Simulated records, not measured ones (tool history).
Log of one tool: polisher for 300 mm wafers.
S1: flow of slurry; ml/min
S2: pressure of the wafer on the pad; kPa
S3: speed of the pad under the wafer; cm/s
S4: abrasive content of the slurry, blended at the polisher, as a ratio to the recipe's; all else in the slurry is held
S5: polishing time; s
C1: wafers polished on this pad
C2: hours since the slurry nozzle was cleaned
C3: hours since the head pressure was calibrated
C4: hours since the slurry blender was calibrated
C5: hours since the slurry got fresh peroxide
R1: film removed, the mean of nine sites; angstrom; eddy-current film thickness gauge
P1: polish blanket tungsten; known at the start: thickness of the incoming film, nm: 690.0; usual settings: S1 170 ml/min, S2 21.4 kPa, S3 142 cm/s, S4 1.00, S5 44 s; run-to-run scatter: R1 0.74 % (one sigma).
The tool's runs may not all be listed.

{"run": 1, "hour": 7.2, "S1": 170, "S2": 21.4, "S3": 142, "S4": 1.0, "S5": 44, "C1": 431, "C2": 342.1, "C3": 109.5, "C4": 49.1, "C5": 73.3, "R1": 2439.0}
{"run": 2, "hour": 14.4, "S1": 170, "S2": 21.4, "S3": 142, "S4": 1.0, "S5": 44, "C1": 507, "C2": 349.3, "C3": 116.7, "C4": 56.3, "C5": 80.5, "R1": 2445.6}
{"run": 3, "hour": 30.3, "S1": 170, "S2": 21.4, "S3": 142, "S4": 1.0, "S5": 44, "C1": 673, "C2": 365.2, "C3": 132.6, "C4": 72.2, "C5": 96.4, "R1": 2409.8}
{"run": 4, "hour": 40.0, "S1": 170, "S2": 21.4, "S3": 142, "S4": 1.4, "S5": 44, "C1": 775, "C2": 374.9, "C3": 142.3, "C4": 81.9, "C5": 106.1, "R1": 2641.1}
{"run": 5, "hour": 54.5, "S1": 170, "S2": 21.4, "S3": 142, "S4": 1.0, "S5": 44, "C1": 927, "C2": 389.4, "C3": 156.8, "C4": 96.4, "C5": 120.6, "R1": 2418.1}
{"hour": 56.1, "done": "slurry tank refilled with fresh slurry and peroxide"}
{"run": 6, "hour": 67.3, "S1": 170, "S2": 21.4, "S3": 142, "S4": 0.75, "S5": 44, "C1": 1061, "C2": 402.2, "C3": 169.6, "C4": 109.2, "C5": 11.2, "R1": 2273.9}
{"run": 7, "hour": 79.0, "S1": 270, "S2": 21.4, "S3": 142, "S4": 1.0, "S5": 44, "C1": 1184, "C2": 413.9, "C3": 181.3, "C4": 120.9, "C5": 22.9, "R1": 2543.4}
{"run": 8, "hour": 94.0, "S1": 170, "S2": 21.4, "S3": 222, "S4": 1.0, "S5": 44, "C1": 1341, "C2": 428.9, "C3": 196.3, "C4": 135.9, "C5": 37.9, "R1": 3806.8}
{"run": 9, "hour": 110.2, "S1": 110, "S2": 31.0, "S3": 142, "S4": 1.0, "S5": 44, "C1": 1511, "C2": 445.1, "C3": 212.5, "C4": 152.1, "C5": 54.1, "R1": 3281.1}
{"run": 10, "hour": 117.9, "S1": 170, "S2": 29.6, "S3": 142, "S4": 1.0, "S5": 44, "C1": 1591, "C2": 452.8, "C3": 220.2, "C4": 159.8, "C5": 61.8, "R1": 3321.7}
{"run": 11, "hour": 133.9, "S1": 170, "S2": 21.4, "S3": 142, "S4": 1.0, "S5": 57, "C1": 1759, "C2": 468.8, "C3": 236.2, "C4": 175.8, "C5": 77.8, "R1": 3149.5}
{"hour": 143.2, "done": "slurry blender recalibrated"}
{"run": 12, "hour": 150.6, "S1": 170, "S2": 21.4, "S3": 100, "S4": 1.0, "S5": 44, "C1": 1934, "C2": 485.5, "C3": 252.9, "C4": 7.4, "C5": 94.5, "R1": 1701.4}
{"run": 13, "hour": 165.8, "S1": 170, "S2": 21.4, "S3": 142, "S4": 1.0, "S5": 44, "C1": 2093, "C2": 500.7, "C3": 268.1, "C4": 22.6, "C5": 109.7, "R1": 2408.9}
{"run": 14, "hour": 176.9, "S1": 170, "S2": 21.4, "S3": 142, "S4": 1.0, "S5": 33, "C1": 2210, "C2": 511.8, "C3": 279.2, "C4": 33.7, "C5": 120.8, "R1": 1833.8}
{"run": 15, "hour": 186.8, "S1": 100, "S2": 21.4, "S3": 142, "S4": 1.0, "S5": 44, "C1": 2313, "C2": 521.7, "C3": 289.1, "C4": 43.6, "C5": 130.7, "R1": 2197.7}
{"run": 16, "hour": 196.4, "S1": 170, "S2": 13.1, "S3": 142, "S4": 1.0, "S5": 44, "C1": 2414, "C2": 531.3, "C3": 298.7, "C4": 53.2, "C5": 140.3, "R1": 1510.4}
{"run": 17, "hour": 204.4, "S1": 170, "S2": 21.4, "S3": 142, "S4": 1.0, "S5": 44, "C1": 2498, "C2": 539.3, "C3": 306.7, "C4": 61.2, "C5": 148.3, "R1": 2421.9}
{"run": 18, "hour": 217.7, "S1": 170, "S2": 21.4, "S3": 142, "S4": 1.0, "S5": 44, "C1": 2637, "C2": 552.6, "C3": 320.0, "C4": 74.5, "C5": 161.6, "R1": 2349.3}
{"run": 19, "hour": 226.9, "S1": 170, "S2": 21.4, "S3": 142, "S4": 1.0, "S5": 44, "C1": 2734, "C2": 561.8, "C3": 329.2, "C4": 83.7, "C5": 170.8, "R1": 2305.9}

Forecast run 20:
{"run": 20, "hour": 243.3, "S1": 170, "S2": 21.4, "S3": 142, "S4": 1.0, "S5": 44, "C1": 2905, "C2": 578.2, "C3": 345.6, "C4": 100.1, "C5": 187.2, "R1": "?"}

Run 20 gave R1 2299.0 angstrom.

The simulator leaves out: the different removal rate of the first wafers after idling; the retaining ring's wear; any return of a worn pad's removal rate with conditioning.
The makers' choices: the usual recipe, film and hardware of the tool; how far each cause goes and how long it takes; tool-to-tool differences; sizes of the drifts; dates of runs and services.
